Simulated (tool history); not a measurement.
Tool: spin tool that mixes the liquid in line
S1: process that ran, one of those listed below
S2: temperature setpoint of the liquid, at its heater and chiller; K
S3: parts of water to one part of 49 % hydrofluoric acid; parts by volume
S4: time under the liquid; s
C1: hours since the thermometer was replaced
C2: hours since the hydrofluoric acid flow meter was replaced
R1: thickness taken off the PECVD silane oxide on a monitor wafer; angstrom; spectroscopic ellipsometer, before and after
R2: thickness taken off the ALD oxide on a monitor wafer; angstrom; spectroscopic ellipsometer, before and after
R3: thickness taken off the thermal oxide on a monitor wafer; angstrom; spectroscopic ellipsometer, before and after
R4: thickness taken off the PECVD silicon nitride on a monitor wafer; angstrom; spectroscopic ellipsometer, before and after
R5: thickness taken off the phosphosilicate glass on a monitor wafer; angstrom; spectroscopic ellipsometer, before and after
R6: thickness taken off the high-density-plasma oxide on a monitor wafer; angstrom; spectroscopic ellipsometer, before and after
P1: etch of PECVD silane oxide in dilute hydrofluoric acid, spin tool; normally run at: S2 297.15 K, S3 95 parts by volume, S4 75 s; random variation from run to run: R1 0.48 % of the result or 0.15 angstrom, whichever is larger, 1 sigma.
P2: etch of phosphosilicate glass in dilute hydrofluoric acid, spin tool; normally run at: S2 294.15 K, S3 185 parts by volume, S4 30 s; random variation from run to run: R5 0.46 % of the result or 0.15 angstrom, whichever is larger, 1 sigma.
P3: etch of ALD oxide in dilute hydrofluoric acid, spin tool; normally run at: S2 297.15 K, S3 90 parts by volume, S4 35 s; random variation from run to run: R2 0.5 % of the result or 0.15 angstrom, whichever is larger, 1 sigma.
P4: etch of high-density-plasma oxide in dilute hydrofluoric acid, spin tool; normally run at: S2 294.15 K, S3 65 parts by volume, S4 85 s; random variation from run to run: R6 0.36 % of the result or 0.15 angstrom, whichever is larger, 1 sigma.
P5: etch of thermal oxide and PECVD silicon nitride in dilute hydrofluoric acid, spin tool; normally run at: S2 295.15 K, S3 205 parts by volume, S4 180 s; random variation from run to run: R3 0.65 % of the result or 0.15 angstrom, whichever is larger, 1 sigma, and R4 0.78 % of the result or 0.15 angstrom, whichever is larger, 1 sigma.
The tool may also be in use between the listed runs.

Run 1, hour 5.8: S1 P1, S2 297.15 K, S3 95 parts by volume, S4 75 s; C1 485.5; C2 265.1. Result: R1 268.12 angstrom.
Run 2, hour 9.7: S1 P3, S2 297.15 K, S3 90 parts by volume, S4 35 s; C1 489.4; C2 269. Result: R2 97.786 angstrom.
Run 3, hour 14.6: S1 P1, S2 297.15 K, S3 95 parts by volume, S4 75 s; C1 494.3; C2 273.9. Result: R1 267.27 angstrom.
Run 4, hour 21.5: S1 P1, S2 297.15 K, S3 155 parts by volume, S4 130 s; C1 501.2; C2 280.8. Result: R1 265.89 angstrom.
Run 5, hour 25.1: S1 P5, S2 295.15 K, S3 205 parts by volume, S4 75 s; C1 504.8; C2 284.4. Result: R3 13.936 angstrom, R4 13.727 angstrom.
Run 6, hour 30.8: S1 P2, S2 294.15 K, S3 185 parts by volume, S4 30 s; C1 510.5; C2 290.1. Result: R5 183.5 angstrom.
Run 7, hour 36.2: S1 P1, S2 297.15 K, S3 95 parts by volume, S4 75 s; C1 515.9; C2 295.5. Result: R1 267.47 angstrom.
Run 8, hour 40.6: S1 P4, S2 290.15 K, S3 65 parts by volume, S4 85 s; C1 520.3; C2 299.9. Result: R6 74.93 angstrom.
Run 9, hour 44.7: S1 P1, S2 302.65 K, S3 95 parts by volume, S4 75 s; C1 524.4; C2 304. Result: R1 328.24 angstrom.
Run 10, hour 48.9: S1 P1, S2 297.15 K, S3 35 parts by volume, S4 75 s; C1 528.6; C2 308.2. Result: R1 783.19 angstrom.
Run 11, hour 54.7: S1 P4, S2 294.15 K, S3 20 parts by volume, S4 85 s; C1 534.4; C2 314. Result: R6 307.02 angstrom.
Run 12, hour 59.2: S1 P3, S2 297.15 K, S3 155 parts by volume, S4 35 s; C1 538.9; C2 318.5. Result: R2 52.329 angstrom.
Run 13, hour 62.9: S1 P1, S2 290.15 K, S3 95 parts by volume, S4 15 s; C1 542.6; C2 322.2. Result: R1 39.925 angstrom.
Run 14, hour 69.6: S1 P5, S2 295.15 K, S3 325 parts by volume, S4 180 s; C1 549.3; C2 328.9. Result: R3 19.157 angstrom, R4 21.116 angstrom.
Run 15, hour 75.4: S1 P2, S2 294.15 K, S3 185 parts by volume, S4 15 s; C1 555.1; C2 334.7. Result: R5 91.392 angstrom.
Run 16, hour 81.5: S1 P1, S2 297.15 K, S3 155 parts by volume, S4 75 s; C1 561.2; C2 340.8. Result: R1 151.39 angstrom.
Run 17, hour 85.6: S1 P4, S2 294.15 K, S3 65 parts by volume, S4 85 s; C1 565.3; C2 344.9. Result: R6 89.159 angstrom.
Run 18, hour 92.5: S1 P3, S2 297.15 K, S3 90 parts by volume, S4 65 s; C1 572.2; C2 351.8. Result: R2 181.22 angstrom.
Run 19, hour 98.8: S1 P3, S2 303.15 K, S3 90 parts by volume, S4 35 s; C1 578.5; C2 358.1. Result: R2 121.79 angstrom.
Run 20, hour 103.2: S1 P1, S2 297.15 K, S3 95 parts by volume, S4 75 s; C1 582.9; C2 362.5. Result: R1 266.21 angstrom.
Run 21, hour 110: S1 P1, S2 297.15 K, S3 95 parts by volume, S4 135 s; C1 589.7; C2 369.3. Result: R1 479.12 angstrom.
Run 22, hour 113.8: S1 P1, S2 297.15 K, S3 95 parts by volume, S4 20 s; C1 593.5; C2 373.1. Result: R1 71.351 angstrom.
Run 23, hour 119.3: S1 P1, S2 297.15 K, S3 95 parts by volume, S4 75 s; C1 599; C2 378.6. Result: R1 266.03 angstrom.
Run 24, hour 123.9: S1 P5, S2 295.15 K, S3 205 parts by volume, S4 180 s; C1 603.6; C2 383.2. Result: R3 34.055 angstrom, R4 32.784 angstrom.
Run 25, hour 128.3: S1 P1, S2 292.15 K, S3 95 parts by volume, S4 75 s; C1 608; C2 387.6. Result: R1 216.91 angstrom.
Run 26, hour 135.4: S1 P1, S2 290.15 K, S3 165 parts by volume, S4 75 s; C1 615.1; C2 394.7. Result: R1 107.6 angstrom.
Run 27, hour 142.2: S1 P4, S2 294.15 K, S3 65 parts by volume, S4 15 s; C1 621.9; C2 401.5. Result: R6 15.79 angstrom.
Run 28, hour 146.2: S1 P4, S2 294.15 K, S3 65 parts by volume, S4 85 s; C1 625.9; C2 405.5. Result: R6 88.976 angstrom.
Run 29, hour 153.2: S1 P2, S2 294.15 K, S3 110 parts by volume, S4 30 s; C1 632.9; C2 412.5. Result: R5 334.14 angstrom.
Run 30, hour 158.4: S1 P1, S2 297.15 K, S3 95 parts by volume, S4 75 s; C1 638.1; C2 417.7. Result: R1 265.26 angstrom.
Run 31, hour 162.6: S1 P2, S2 290.15 K, S3 185 parts by volume, S4 30 s; C1 642.3; C2 421.9. Result: R5 156.58 angstrom.
Run 32, hour 167: S1 P2, S2 294.15 K, S3 185 parts by volume, S4 30 s; C1 646.7; C2 426.3. Result: R5 183.31 angstrom.
Run 33, hour 171.8: S1 P1, S2 297.15 K, S3 95 parts by volume, S4 75 s; C1 651.5; C2 431.1. Result: R1 266.14 angstrom.
Run 34, hour 176.8: S1 P5, S2 291.15 K, S3 205 parts by volume, S4 180 s; C1 656.5; C2 436.1. Result: R3 28.243 angstrom, R4 25.328 angstrom.
Run 35, hour 180: S1 P1, S2 297.15 K, S3 95 parts by volume, S4 75 s; C1 659.7; C2 439.3. Result: R1 267.31 angstrom.
Run 36, hour 184.8: S1 P1, S2 297.15 K, S3 95 parts by volume, S4 75 s; C1 664.5; C2 444.1. Result: R1 273.23 angstrom.
Run 37, hour 191.4: S1 P1, S2 297.15 K, S3 95 parts by volume, S4 75 s; C1 671.1; C2 450.7. Result: R1 278.71 angstrom.
Run 38, hour 195.9: S1 P1, S2 297.15 K, S3 95 parts by volume, S4 75 s; C1 675.6; C2 455.2. Result: R1 281.6 angstrom.
Run 39, hour 202.2: S1 P1, S2 297.15 K, S3 95 parts by volume, S4 75 s; C1 681.9; C2 461.5. Result: R1 281.99 angstrom.
Run 40, hour 206.1: S1 P1, S2 297.15 K, S3 95 parts by volume, S4 75 s; C1 685.8; C2 465.4. Result: R1 284.07 angstrom.
Run 41, hour 210.4: S1 P1, S2 297.15 K, S3 95 parts by volume, S4 75 s; C1 690.1; C2 469.7. Result: R1 283.71 angstrom.
Run 42, hour 214.5: S1 P1, S2 297.15 K, S3 95 parts by volume, S4 75 s; C1 694.2; C2 473.8. Result: R1 284.2 angstrom.
Run 43, hour 219.4: S1 P1, S2 297.15 K, S3 95 parts by volume, S4 75 s; C1 699.1; C2 478.7. Result: R1 285.16 angstrom.
Run 44, hour 226.2: S1 P1, S2 297.15 K, S3 95 parts by volume, S4 75 s; C1 705.9; C2 485.5. Result: R1 286.48 angstrom.
Run 45, hour 229.8: S1 P1, S2 297.15 K, S3 95 parts by volume, S4 75 s; C1 709.5; C2 489.1. Result: R1 285.37 angstrom.

What P1 gives has crept away from where it was. These 2 causes fit the log equally well, each at the size given:
A: hydrofluoric acid flow above the setpoint (%) = 6.45
B: liquid hotter than its thermometer reads (K) = 1.77
The creep began at about hour 180.

4 check runs are offered, each on 3 wafers whose results are averaged, their results left as question marks. Which one tells the causes apart?
Run check 1, hour 233.4: S1 P5, S2 295.15 K, S3 320 parts by volume, S4 180 s. Result: R3 ?, R4 ?.
Run check 2, hour 233.4: S1 P2, S2 291.15 K, S3 185 parts by volume, S4 30 s. Result: R5 ?.
Run check 3, hour 233.4: S1 P3, S2 302.65 K, S3 90 parts by volume, S4 60 s. Result: R2 ?.
Run check 4, hour 233.4: S1 P4, S2 290.15 K, S3 65 parts by volume, S4 30 s. Result: R6 ?.

What each check would give under each cause:
  check  result    if A    if B
check 1      R3  20.911  20.522
check 1      R4   22.65  23.749
check 2      R5   175.5  174.89
check 3      R2   221.5  220.72
check 4      R6  28.381  28.633
How far apart the two closest causes lie, in the result that separates them most: check 1 4.74 %; check 2 0.35 %; check 3 0.35 %; check 4 0.88 %
Check 1 tells the causes apart: in the others they would give nearly the same result.

Check 1 was then run and gave: R3 20.928 angstrom; R4 22.819 angstrom. Which cause is it?

It is A: hydrofluoric acid flow above the setpoint (%).
